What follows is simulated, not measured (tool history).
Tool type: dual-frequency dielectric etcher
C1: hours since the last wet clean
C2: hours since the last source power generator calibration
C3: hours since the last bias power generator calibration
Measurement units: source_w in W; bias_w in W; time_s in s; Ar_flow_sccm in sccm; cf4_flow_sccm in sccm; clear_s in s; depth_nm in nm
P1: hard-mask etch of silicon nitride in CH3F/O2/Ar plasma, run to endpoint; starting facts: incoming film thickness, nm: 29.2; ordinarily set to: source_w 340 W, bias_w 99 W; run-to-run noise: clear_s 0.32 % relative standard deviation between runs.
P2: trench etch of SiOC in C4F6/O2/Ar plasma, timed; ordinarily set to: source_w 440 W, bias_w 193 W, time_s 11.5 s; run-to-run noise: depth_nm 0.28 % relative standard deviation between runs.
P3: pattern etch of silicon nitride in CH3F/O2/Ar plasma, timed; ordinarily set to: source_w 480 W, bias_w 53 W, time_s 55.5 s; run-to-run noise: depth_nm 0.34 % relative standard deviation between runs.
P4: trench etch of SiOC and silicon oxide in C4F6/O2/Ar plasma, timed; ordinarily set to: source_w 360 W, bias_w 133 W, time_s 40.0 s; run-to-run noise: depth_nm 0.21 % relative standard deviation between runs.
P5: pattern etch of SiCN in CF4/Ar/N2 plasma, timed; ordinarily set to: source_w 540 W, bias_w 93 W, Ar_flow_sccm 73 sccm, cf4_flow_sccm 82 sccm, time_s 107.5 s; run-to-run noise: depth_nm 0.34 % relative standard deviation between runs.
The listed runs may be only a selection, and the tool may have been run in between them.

Run 1, hour 11.5: process P1, source_w 340 W, bias_w 99 W; C1 340.8; C2 435.2; C3 803.2. Result: clear_s 40.543 s.
Run 2, hour 24.1: process P1, source_w 340 W, bias_w 65 W; C1 353.4; C2 447.8; C3 815.8. Result: clear_s 46.924 s.
Run 3, hour 37.1: process P1, source_w 340 W, bias_w 137 W; C1 366.4; C2 460.8; C3 828.8. Result: clear_s 35.810 s.
Run 4, hour 51.4: process P1, source_w 440 W, bias_w 99 W; C1 380.7; C2 475.1; C3 843.1. Result: clear_s 36.755 s.
Run 5, hour 64.0: process P2, source_w 570 W, bias_w 193 W, time_s 11.5 s; C1 393.3; C2 487.7; C3 855.7. Result: depth_nm 27.247 nm.
Run 6, hour 70.5: process P5, source_w 540 W, bias_w 93 W, time_s 107.5 s, Ar_flow_sccm 47 sccm, cf4_flow_sccm 82 sccm; C1 399.8; C2 494.2; C3 862.2. Result: depth_nm 133.840 nm.
Run 7, hour 84.1: process P4, source_w 360 W, bias_w 133 W, time_s 40.0 s; C1 413.4; C2 507.8; C3 875.8. Result: depth_nm 68.890 nm.
Run 8, hour 94.8: process P1, source_w 340 W, bias_w 99 W; C1 424.1; C2 518.5; C3 886.5. Result: clear_s 40.538 s.
Run 9, hour 108.7: process P1, source_w 340 W, bias_w 99 W; C1 438.0; C2 532.4; C3 900.4. Result: clear_s 40.652 s.
Run 10, hour 122.8: process P2, source_w 440 W, bias_w 193 W, time_s 11.5 s; C1 452.1; C2 546.5; C3 914.5. Result: depth_nm 24.586 nm.
Run 11, hour 129.7: process P3, source_w 290 W, bias_w 53 W, time_s 55.5 s; C1 459.0; C2 553.4; C3 921.4. Result: depth_nm 31.333 nm.
Run 12, hour 142.0: process P1, source_w 240 W, bias_w 99 W; C1 471.3; C2 565.7; C3 933.7. Result: clear_s 46.062 s.
Run 13, hour 153.9: process P3, source_w 480 W, bias_w 53 W, time_s 55.5 s; C1 483.2; C2 577.6; C3 945.6. Result: depth_nm 38.199 nm.
Run 14, hour 162.1: process P5, source_w 540 W, bias_w 93 W, time_s 107.5 s, Ar_flow_sccm 73 sccm, cf4_flow_sccm 55 sccm; C1 491.4; C2 585.8; C3 953.8. Result: depth_nm 121.400 nm.
Run 15, hour 174.9: process P2, source_w 440 W, bias_w 193 W, time_s 11.5 s; C1 504.2; C2 598.6; C3 966.6. Result: depth_nm 24.504 nm.
At hour 176.9: bias power generator calibrated.
Run 16, hour 186.3: process P4, source_w 360 W, bias_w 133 W, time_s 40.0 s; C1 515.6; C2 610.0; C3 9.4. Result: depth_nm 69.254 nm.
Run 17, hour 197.6: process P1, source_w 340 W, bias_w 99 W; C1 526.9; C2 621.3; C3 20.7. Result: clear_s 40.590 s.
Run 18, hour 204.1: process P2, source_w 440 W, bias_w 242 W, time_s 11.5 s; C1 533.4; C2 627.8; C3 27.2. Result: depth_nm 26.505 nm.
Run 19, hour 213.0: process P1, source_w 390 W, bias_w 133 W; C1 542.3; C2 636.7; C3 36.1. Result: clear_s 34.521 s.
Run 20, hour 224.1: process P4, source_w 360 W, bias_w 133 W, time_s 55.5 s; C1 553.4; C2 647.8; C3 47.2. Result: depth_nm 95.250 nm.
Run 21, hour 236.8: process P5, source_w 540 W, bias_w 93 W, time_s 107.5 s, Ar_flow_sccm 73 sccm, cf4_flow_sccm 82 sccm; C1 566.1; C2 660.5; C3 59.9. Result: depth_nm 128.130 nm.
Run 22, hour 243.3: process P4, source_w 460 W, bias_w 133 W, time_s 40.0 s; C1 572.6; C2 667.0; C3 66.4. Result: depth_nm 75.974 nm.
Run 23, hour 252.4: process P5, source_w 740 W, bias_w 93 W, time_s 107.5 s, Ar_flow_sccm 73 sccm, cf4_flow_sccm 82 sccm; C1 581.7; C2 676.1; C3 75.5. Result: depth_nm 168.800 nm.
Run 24, hour 259.9: process P3, source_w 480 W, bias_w 32 W, time_s 55.5 s; C1 589.2; C2 683.6; C3 83.0. Result: depth_nm 32.806 nm.
Run 25, hour 273.7: process P1, source_w 340 W, bias_w 99 W; C1 603.0; C2 697.4; C3 96.8. Result: clear_s 40.496 s.
Run 26, hour 282.8: process P3, source_w 480 W, bias_w 53 W, time_s 55.5 s; C1 612.1; C2 706.5; C3 105.9. Result: depth_nm 38.409 nm.
Run 27, hour 289.2: process P3, source_w 480 W, bias_w 53 W, time_s 77.5 s; C1 618.5; C2 712.9; C3 112.3. Result: depth_nm 53.660 nm.
Run 28, hour 296.5: process P5, source_w 540 W, bias_w 127 W, time_s 107.5 s, Ar_flow_sccm 73 sccm, cf4_flow_sccm 82 sccm; C1 625.8; C2 720.2; C3 119.6. Result: depth_nm 143.010 nm.
Run 29, hour 308.8: process P1, source_w 340 W, bias_w 99 W; C1 638.1; C2 732.5; C3 131.9. Result: clear_s 40.676 s.
Run 30, hour 316.0: process P1, source_w 230 W, bias_w 133 W; C1 645.3; C2 739.7; C3 139.1. Result: clear_s 41.590 s.
Run 31, hour 326.9: process P5, source_w 540 W, bias_w 93 W, time_s 160.5 s, Ar_flow_sccm 73 sccm, cf4_flow_sccm 82 sccm; C1 656.2; C2 750.6; C3 150.0. Result: depth_nm 191.270 nm.
Run 32, hour 341.1: process P2, source_w 440 W, bias_w 193 W, time_s 6.5 s; C1 670.4; C2 764.8; C3 164.2. Result: depth_nm 13.940 nm.
Run 33, hour 355.2: process P4, source_w 360 W, bias_w 186 W, time_s 40.0 s; C1 684.5; C2 778.9; C3 178.3. Result: depth_nm 76.677 nm.
Run 34, hour 368.2: process P1, source_w 340 W, bias_w 99 W; C1 697.5; C2 791.9; C3 191.3. Result: clear_s 40.522 s.
Run 35, hour 377.4: process P1, source_w 340 W, bias_w 99 W; C1 706.7; C2 801.1; C3 200.5. Result: clear_s 40.609 s.
Run 36, hour 390.6: process P1, source_w 340 W, bias_w 99 W; C1 719.9; C2 814.3; C3 213.7. Result: clear_s 41.136 s.
Run 37, hour 396.9: process P1, source_w 340 W, bias_w 99 W; C1 726.2; C2 820.6; C3 220.0. Result: clear_s 41.080 s.
At hour 405.6: wet clean of the chamber.
Run 38, hour 407.4: process P1, source_w 340 W, bias_w 99 W; C1 1.9; C2 831.1; C3 230.5. Result: clear_s 40.969 s.
Run 39, hour 420.7: process P1, source_w 340 W, bias_w 99 W; C1 15.2; C2 844.4; C3 243.8. Result: clear_s 41.061 s.
Run 40, hour 431.9: process P1, source_w 340 W, bias_w 99 W; C1 26.4; C2 855.6; C3 255.0. Result: clear_s 41.111 s.
Run 41, hour 440.9: process P1, source_w 340 W, bias_w 99 W; C1 35.4; C2 864.6; C3 264.0. Result: clear_s 41.126 s.
Run 42, hour 449.6: process P1, source_w 340 W, bias_w 99 W; C1 44.1; C2 873.3; C3 272.7. Result: clear_s 41.320 s.

The output of P1 has drifted from where it used to be. Each of the 2 causes below, taken at the size shown beside it, accounts for the log equally well:
A: source power that arrives under what is set, % = 4.24
B: bias power that arrives under what is set, % = 4.27
Onset of the creep was near hour 368.2.
The rest of the possible causes, and what rules out each one:
chamber walls in a state that lowers the etch rate, %: was serviced at hour 405.6, once the creep was under way, yet the earlier output never came back

Which of the check runs below tells the causes apart, meaning the causes would give it clearly different results? Each run uses 2 wafers whose results are averaged, and each result is shown as a question mark.
Run check 1, hour 458.3: process P5, source_w 620 W, bias_w 123 W, time_s 107.5 s, Ar_flow_sccm 73 sccm, cf4_flow_sccm 82 sccm. Result: depth_nm ?.
Run check 2, hour 458.3: process P3, source_w 300 W, bias_w 53 W, time_s 55.5 s. Result: depth_nm ?.
Run check 3, hour 458.3: process P4, source_w 360 W, bias_w 153 W, time_s 40.0 s. Result: depth_nm ?.
Run check 4, hour 458.3: process P2, source_w 510 W, bias_w 193 W, time_s 6.5 s. Result: depth_nm ?.

Expected result of each check under each candidate cause:
  check    result     if A     if B
check 1  depth_nm  153.160  156.660
check 2  depth_nm   31.370   31.449
check 3  depth_nm   70.750   71.007
check 4  depth_nm   14.482   14.528
Separation of the two closest causes in each check, using whichever result separates them best: check 1 2.26 %; check 2 0.25 %; check 3 0.36 %; check 4 0.32 %
Check 1 tells the causes apart: in the others they would give nearly the same result.

Here is what check 1 returned: depth_nm 156.590 nm. Which cause is it?

The correct cause is B, namely: bias power that arrives under what is set, %.
